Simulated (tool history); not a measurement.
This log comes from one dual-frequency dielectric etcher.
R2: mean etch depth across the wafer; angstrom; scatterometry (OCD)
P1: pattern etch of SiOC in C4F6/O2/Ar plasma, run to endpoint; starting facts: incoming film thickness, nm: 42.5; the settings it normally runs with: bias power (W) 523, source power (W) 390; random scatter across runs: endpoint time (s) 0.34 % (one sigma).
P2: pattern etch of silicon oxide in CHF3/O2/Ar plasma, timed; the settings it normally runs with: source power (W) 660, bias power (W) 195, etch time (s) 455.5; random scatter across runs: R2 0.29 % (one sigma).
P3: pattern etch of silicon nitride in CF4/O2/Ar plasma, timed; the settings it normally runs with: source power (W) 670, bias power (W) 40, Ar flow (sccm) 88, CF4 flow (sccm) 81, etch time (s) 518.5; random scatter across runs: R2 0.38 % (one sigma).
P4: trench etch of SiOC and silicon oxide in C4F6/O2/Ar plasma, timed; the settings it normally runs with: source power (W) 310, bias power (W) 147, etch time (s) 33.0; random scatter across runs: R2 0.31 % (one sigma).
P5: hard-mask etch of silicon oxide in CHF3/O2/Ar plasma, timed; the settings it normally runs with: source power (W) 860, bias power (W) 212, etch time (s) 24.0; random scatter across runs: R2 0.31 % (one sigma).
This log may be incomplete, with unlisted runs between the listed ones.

run 1 hour=8.1 | process_that_ran=P1 bias_power_(W)=523 source_power_(W)=390 | endpoint_time_(s)=14.142
run 2 hour=21.9 | process_that_ran=P4 bias_power_(W)=147 source_power_(W)=310 etch_time_(s)=33.0 | R2=563.74
run 3 hour=34.6 | process_that_ran=P1 bias_power_(W)=734 source_power_(W)=390 | endpoint_time_(s)=12.363
run 4 hour=52.1 | process_that_ran=P2 bias_power_(W)=195 source_power_(W)=660 etch_time_(s)=455.5 | R2=9373.00
run 5 hour=70.4 | process_that_ran=P1 bias_power_(W)=383 source_power_(W)=290 | endpoint_time_(s)=17.720
run 6 hour=86.0 | process_that_ran=P3 bias_power_(W)=40 source_power_(W)=670 etch_time_(s)=518.5 Ar_flow_(sccm)=88 CF4_flow_(sccm)=101 | R2=12068.00
run 7 hour=102.5 | process_that_ran=P1 bias_power_(W)=523 source_power_(W)=390 | endpoint_time_(s)=14.172
run 8 hour=111.6 | process_that_ran=P3 bias_power_(W)=40 source_power_(W)=670 etch_time_(s)=518.5 Ar_flow_(sccm)=52 CF4_flow_(sccm)=81 | R2=12527.00
run 9 hour=121.5 | process_that_ran=P3 bias_power_(W)=40 source_power_(W)=670 etch_time_(s)=518.5 Ar_flow_(sccm)=88 CF4_flow_(sccm)=81 | R2=11719.00
run 10 hour=132.5 | process_that_ran=P1 bias_power_(W)=523 source_power_(W)=300 | endpoint_time_(s)=15.602
run 11 hour=143.7 | process_that_ran=P1 bias_power_(W)=523 source_power_(W)=510 | endpoint_time_(s)=12.840
run 12 hour=158.0 | process_that_ran=P4 bias_power_(W)=100 source_power_(W)=310 etch_time_(s)=33.0 | R2=500.94
run 13 hour=173.3 | process_that_ran=P5 bias_power_(W)=212 source_power_(W)=860 etch_time_(s)=35.5 | R2=853.77
-- hour=173.5 wet clean of the chamber
run 14 hour=184.2 | process_that_ran=P3 bias_power_(W)=40 source_power_(W)=670 etch_time_(s)=518.5 Ar_flow_(sccm)=88 CF4_flow_(sccm)=81 | R2=11666.00
-- hour=187.3 source power generator calibrated
run 15 hour=192.2 | process_that_ran=P1 bias_power_(W)=427 source_power_(W)=390 | endpoint_time_(s)=15.220
run 16 hour=208.7 | process_that_ran=P1 bias_power_(W)=523 source_power_(W)=390 | endpoint_time_(s)=14.105
run 17 hour=218.7 | process_that_ran=P5 bias_power_(W)=212 source_power_(W)=500 etch_time_(s)=24.0 | R2=467.45
run 18 hour=234.6 | process_that_ran=P1 bias_power_(W)=732 source_power_(W)=550 | endpoint_time_(s)=11.024
run 19 hour=248.9 | process_that_ran=P3 bias_power_(W)=40 source_power_(W)=510 etch_time_(s)=518.5 Ar_flow_(sccm)=88 CF4_flow_(sccm)=81 | R2=9259.40
run 20 hour=258.1 | process_that_ran=P3 bias_power_(W)=40 source_power_(W)=670 etch_time_(s)=696.5 Ar_flow_(sccm)=88 CF4_flow_(sccm)=81 | R2=15715.00
run 21 hour=275.8 | process_that_ran=P2 bias_power_(W)=257 source_power_(W)=660 etch_time_(s)=455.5 | R2=10279.00
run 22 hour=291.5 | process_that_ran=P5 bias_power_(W)=140 source_power_(W)=860 etch_time_(s)=24.0 | R2=505.02
run 23 hour=300.9 | process_that_ran=P5 bias_power_(W)=212 source_power_(W)=860 etch_time_(s)=24.0 | R2=577.31
run 24 hour=309.5 | process_that_ran=P1 bias_power_(W)=523 source_power_(W)=390 | endpoint_time_(s)=14.114
run 25 hour=321.2 | process_that_ran=P4 bias_power_(W)=147 source_power_(W)=310 etch_time_(s)=43.5 | R2=741.06
run 26 hour=336.8 | process_that_ran=P2 bias_power_(W)=195 source_power_(W)=660 etch_time_(s)=455.5 | R2=9319.10
run 27 hour=352.3 | process_that_ran=P2 bias_power_(W)=195 source_power_(W)=920 etch_time_(s)=455.5 | R2=10633.00
run 28 hour=361.0 | process_that_ran=P2 bias_power_(W)=195 source_power_(W)=660 etch_time_(s)=590.5 | R2=12144.00
run 29 hour=373.9 | process_that_ran=P1 bias_power_(W)=523 source_power_(W)=390 | endpoint_time_(s)=14.131
run 30 hour=389.0 | process_that_ran=P3 bias_power_(W)=49 source_power_(W)=670 etch_time_(s)=518.5 Ar_flow_(sccm)=88 CF4_flow_(sccm)=81 | R2=12566.00
run 31 hour=400.6 | process_that_ran=P4 bias_power_(W)=147 source_power_(W)=220 etch_time_(s)=33.0 | R2=492.74
run 32 hour=415.8 | process_that_ran=P4 bias_power_(W)=147 source_power_(W)=310 etch_time_(s)=33.0 | R2=560.46
run 33 hour=425.3 | process_that_ran=P1 bias_power_(W)=523 source_power_(W)=390 | endpoint_time_(s)=14.159
run 34 hour=436.3 | process_that_ran=P1 bias_power_(W)=523 source_power_(W)=390 | endpoint_time_(s)=14.017
run 35 hour=445.6 | process_that_ran=P1 bias_power_(W)=523 source_power_(W)=390 | endpoint_time_(s)=14.072
run 36 hour=460.0 | process_that_ran=P1 bias_power_(W)=523 source_power_(W)=390 | endpoint_time_(s)=14.081
run 37 hour=469.2 | process_that_ran=P1 bias_power_(W)=523 source_power_(W)=390 | endpoint_time_(s)=14.012
run 38 hour=485.7 | process_that_ran=P1 bias_power_(W)=523 source_power_(W)=390 | endpoint_time_(s)=13.988
run 39 hour=494.1 | process_that_ran=P1 bias_power_(W)=523 source_power_(W)=390 | endpoint_time_(s)=13.959
run 40 hour=504.9 | process_that_ran=P1 bias_power_(W)=523 source_power_(W)=390 | endpoint_time_(s)=13.980
run 41 hour=515.8 | process_that_ran=P1 bias_power_(W)=523 source_power_(W)=390 | endpoint_time_(s)=13.938
-- hour=518.2 wet clean of the chamber
run 42 hour=530.3 | process_that_ran=P1 bias_power_(W)=523 source_power_(W)=390 | endpoint_time_(s)=13.965
run 43 hour=538.6 | process_that_ran=P1 bias_power_(W)=523 source_power_(W)=390 | endpoint_time_(s)=13.946
run 44 hour=551.8 | process_that_ran=P1 bias_power_(W)=523 source_power_(W)=390 | endpoint_time_(s)=13.861

P1 no longer gives what it gave before; its output has crept away from where it was. The following 2 causes, each at its listed size, fit the log equally well:
A: source power that arrives over what is set, % = 4.68
B: bias power that arrives over what is set, % = 4.57
The gradual shift began around hour 425.3.
Other possible causes, and why each is ruled out:
chamber walls in a state that raises the etch rate, %: work on it at hour 518.2, done after the drift set in, did not restore what the process gave before

Of the 4 check runs below, each run on 2 wafers with the results averaged and each result still a question mark, which one would tell the listed causes apart?
run check 1 hour=565.0 | process_that_ran=P3 bias_power_(W)=40 source_power_(W)=670 etch_time_(s)=518.5 Ar_flow_(sccm)=56 CF4_flow_(sccm)=81 | R2=?
run check 2 hour=565.0 | process_that_ran=P2 bias_power_(W)=195 source_power_(W)=890 etch_time_(s)=575.5 | R2=?
run check 3 hour=565.0 | process_that_ran=P5 bias_power_(W)=212 source_power_(W)=520 etch_time_(s)=35.0 | R2=?
run check 4 hour=565.0 | process_that_ran=P4 bias_power_(W)=108 source_power_(W)=230 etch_time_(s)=33.0 | R2=?

What every check run would give for each of its results, assuming each possible cause in turn:
check=check_1 result=R2 if_A=12921.00 if_B=12594.00
check=check_2 result=R2 if_A=13479.00 if_B=13444.00
check=check_3 result=R2 if_A=707.42 if_B=706.30
check=check_4 result=R2 if_A=464.37 if_B=462.08
Distance between the nearest two causes, measured in the result of the check that separates them most: check 1 2.56 %; check 2 0.26 %; check 3 0.16 %; check 4 0.5 %
The other checks would show nearly matching results whichever cause is true, so check 1 is the only one that separates the causes.

Check 1 was then run and gave: R2 12598.00 angstrom. Which cause is it?

It is B: bias power that arrives over what is set, %.
